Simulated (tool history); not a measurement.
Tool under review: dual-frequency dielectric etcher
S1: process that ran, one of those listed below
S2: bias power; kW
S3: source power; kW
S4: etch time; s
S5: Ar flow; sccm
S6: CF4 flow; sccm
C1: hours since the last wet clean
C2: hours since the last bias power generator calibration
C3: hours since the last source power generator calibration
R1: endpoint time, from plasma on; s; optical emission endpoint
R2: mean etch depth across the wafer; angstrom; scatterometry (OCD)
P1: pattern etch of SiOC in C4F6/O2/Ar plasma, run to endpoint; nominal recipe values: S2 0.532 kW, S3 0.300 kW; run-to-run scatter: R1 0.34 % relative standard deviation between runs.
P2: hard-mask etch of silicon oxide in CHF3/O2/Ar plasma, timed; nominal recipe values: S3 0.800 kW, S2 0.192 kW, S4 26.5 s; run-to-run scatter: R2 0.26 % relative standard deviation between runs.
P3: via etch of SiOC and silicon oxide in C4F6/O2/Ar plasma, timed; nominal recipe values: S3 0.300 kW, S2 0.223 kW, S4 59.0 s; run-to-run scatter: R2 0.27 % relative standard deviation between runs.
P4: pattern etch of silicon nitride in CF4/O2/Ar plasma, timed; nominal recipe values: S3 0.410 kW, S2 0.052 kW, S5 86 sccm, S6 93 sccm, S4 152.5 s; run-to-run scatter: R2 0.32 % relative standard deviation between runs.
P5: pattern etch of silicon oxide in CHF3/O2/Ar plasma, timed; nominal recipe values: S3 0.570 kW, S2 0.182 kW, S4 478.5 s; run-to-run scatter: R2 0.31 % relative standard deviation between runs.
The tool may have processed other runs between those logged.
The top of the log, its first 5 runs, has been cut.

{"run": 6, "hour": 58.1, "S1": "P1", "S2": 0.705, "S3": 0.3, "C1": 328.4, "C2": 1403.8, "C3": 1902.6, "R1": 14.502}
{"run": 7, "hour": 64.9, "S1": "P3", "S2": 0.223, "S3": 0.3, "S4": 59.0, "C1": 335.2, "C2": 1410.6, "C3": 1909.4, "R2": 653.2}
{"run": 8, "hour": 74.3, "S1": "P2", "S2": 0.192, "S3": 0.57, "S4": 26.5, "C1": 344.6, "C2": 1420.0, "C3": 1918.8, "R2": 529.3}
{"run": 9, "hour": 86.0, "S1": "P5", "S2": 0.182, "S3": 0.57, "S4": 478.5, "C1": 356.3, "C2": 1431.7, "C3": 1930.5, "R2": 9336.8}
{"run": 10, "hour": 96.4, "S1": "P1", "S2": 0.425, "S3": 0.3, "C1": 366.7, "C2": 1442.1, "C3": 1940.9, "R1": 17.689}
{"hour": 101.5, "done": "bias power generator calibrated"}
{"run": 11, "hour": 102.4, "S1": "P1", "S2": 0.532, "S3": 0.19, "C1": 372.7, "C2": 0.9, "C3": 1946.9, "R1": 19.198}
{"run": 12, "hour": 110.2, "S1": "P4", "S2": 0.052, "S3": 0.41, "S4": 105.0, "S5": 86, "S6": 93, "C1": 380.5, "C2": 8.7, "C3": 1954.7, "R2": 1685.1}
{"run": 13, "hour": 121.9, "S1": "P3", "S2": 0.223, "S3": 0.22, "S4": 59.0, "C1": 392.2, "C2": 20.4, "C3": 1966.4, "R2": 579.98}
{"run": 14, "hour": 130.3, "S1": "P2", "S2": 0.192, "S3": 0.8, "S4": 35.0, "C1": 400.6, "C2": 28.8, "C3": 1974.8, "R2": 798.98}
{"run": 15, "hour": 140.0, "S1": "P5", "S2": 0.182, "S3": 0.57, "S4": 365.0, "C1": 410.3, "C2": 38.5, "C3": 1984.5, "R2": 7161.5}
{"run": 16, "hour": 152.1, "S1": "P4", "S2": 0.052, "S3": 0.32, "S4": 152.5, "S5": 86, "S6": 93, "C1": 422.4, "C2": 50.6, "C3": 1996.6, "R2": 1976.3}
{"run": 17, "hour": 160.1, "S1": "P1", "S2": 0.532, "S3": 0.3, "C1": 430.4, "C2": 58.6, "C3": 2004.6, "R1": 16.203}
{"run": 18, "hour": 166.6, "S1": "P3", "S2": 0.154, "S3": 0.3, "S4": 59.0, "C1": 436.9, "C2": 65.1, "C3": 2011.1, "R2": 576.84}
{"run": 19, "hour": 174.8, "S1": "P1", "S2": 0.532, "S3": 0.3, "C1": 445.1, "C2": 73.3, "C3": 2019.3, "R1": 16.277}
{"run": 20, "hour": 181.3, "S1": "P1", "S2": 0.321, "S3": 0.4, "C1": 451.6, "C2": 79.8, "C3": 2025.8, "R1": 17.444}
{"run": 21, "hour": 191.9, "S1": "P1", "S2": 0.532, "S3": 0.43, "C1": 462.2, "C2": 90.4, "C3": 2036.4, "R1": 14.175}
{"run": 22, "hour": 203.2, "S1": "P4", "S2": 0.052, "S3": 0.41, "S4": 152.5, "S5": 86, "S6": 66, "C1": 473.5, "C2": 101.7, "C3": 2047.7, "R2": 2351.4}
{"run": 23, "hour": 213.9, "S1": "P1", "S2": 0.532, "S3": 0.3, "C1": 484.2, "C2": 112.4, "C3": 2058.4, "R1": 16.358}
{"run": 24, "hour": 222.2, "S1": "P1", "S2": 0.69, "S3": 0.37, "C1": 492.5, "C2": 120.7, "C3": 2066.7, "R1": 13.574}
{"run": 25, "hour": 228.0, "S1": "P4", "S2": 0.04, "S3": 0.41, "S4": 152.5, "S5": 86, "S6": 93, "C1": 498.3, "C2": 126.5, "C3": 2072.5, "R2": 2224.8}
{"run": 26, "hour": 238.1, "S1": "P1", "S2": 0.696, "S3": 0.19, "C1": 508.4, "C2": 136.6, "C3": 2082.6, "R1": 17.322}
{"run": 27, "hour": 249.1, "S1": "P2", "S2": 0.192, "S3": 0.8, "S4": 26.5, "C1": 519.4, "C2": 147.6, "C3": 2093.6, "R2": 606.8}
{"run": 28, "hour": 258.0, "S1": "P2", "S2": 0.263, "S3": 0.8, "S4": 26.5, "C1": 528.3, "C2": 156.5, "C3": 2102.5, "R2": 673.74}

Expected results for the next run?
{"run": 29, "hour": 268.1, "S1": "P5", "S2": 0.182, "S3": 0.57, "S4": 478.5, "C1": 538.4, "C2": 166.6, "C3": 2112.6, "R2": "?"}

{"run 29": {"R2": 9376.7}}
